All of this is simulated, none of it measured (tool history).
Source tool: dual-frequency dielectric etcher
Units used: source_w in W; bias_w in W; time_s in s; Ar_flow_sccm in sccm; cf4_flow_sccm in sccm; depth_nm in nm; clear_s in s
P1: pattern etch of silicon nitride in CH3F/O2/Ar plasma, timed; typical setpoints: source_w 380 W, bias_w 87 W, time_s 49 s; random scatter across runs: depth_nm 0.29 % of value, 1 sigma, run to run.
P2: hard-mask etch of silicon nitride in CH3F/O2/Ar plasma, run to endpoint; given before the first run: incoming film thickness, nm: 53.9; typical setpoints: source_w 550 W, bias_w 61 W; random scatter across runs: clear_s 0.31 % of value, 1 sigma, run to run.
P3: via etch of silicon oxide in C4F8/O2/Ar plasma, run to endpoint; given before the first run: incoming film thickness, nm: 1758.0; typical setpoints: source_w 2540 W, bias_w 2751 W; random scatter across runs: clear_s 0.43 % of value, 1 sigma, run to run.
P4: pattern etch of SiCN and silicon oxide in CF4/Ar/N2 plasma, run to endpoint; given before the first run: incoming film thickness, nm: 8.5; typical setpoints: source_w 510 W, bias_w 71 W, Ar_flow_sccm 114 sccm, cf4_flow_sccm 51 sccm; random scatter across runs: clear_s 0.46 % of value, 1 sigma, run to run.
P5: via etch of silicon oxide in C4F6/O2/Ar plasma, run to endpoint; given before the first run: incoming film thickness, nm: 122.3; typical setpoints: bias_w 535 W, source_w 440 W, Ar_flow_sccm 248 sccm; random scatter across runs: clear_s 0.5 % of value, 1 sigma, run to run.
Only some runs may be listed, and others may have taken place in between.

run	hour	process	source_w	bias_w	time_s	Ar_flow_sccm	cf4_flow_sccm	depth_nm	clear_s
1	4.4	P1	380	87	49			35.395	
2	10.8	P1	380	87	49			35.209	
3	14.5	P2	550	61					71.242
4	18.2	P4	510	71		114	71		8.9156
5	21.9	P2	550	61					70.825
6	29.5	P3	2540	3776					264.03
7	33.7	P4	510	71		114	51		9.3912
8	37.5	P3	3490	2751					259.57
9	42.7	P1	510	87	49			39.42	
10	48.8	P2	390	61					80.979
11	54.3	P5	360	535		248			26.965
12	61.6	P3	2540	2751					292.84
13	66.3	P1	380	61	49			31.34	
14	72.6	P1	380	87	33.5			24.336	
15	77.8	P2	550	39					81.166
16	84.5	P1	480	62	49			34.548	
17	92	P5	440	310		248			30.574
18	97.9	P1	380	111	49			38.773	
19	103.9	P1	270	87	49			31.045	
20	111.5	P1	380	87	49			35.303	
21	119	P1	380	87	49			35.402	
22	123.2	P5	440	535		248			25.082
23	129.1	P5	440	535		248			25.074
24	135.1	P4	400	71		114	51		11.564
25	139.6	P4	510	71		90	51		8.9762
26	146.8	P4	510	41		114	51		11.258
27	153.4	P1	380	87	60			43.299	
28	158.7	P5	440	535		346			26.36

Run 29 comes next. What will it give?
29	166	P1	380	87	49			?	

Run 29 gave depth_nm 35.498 nm.
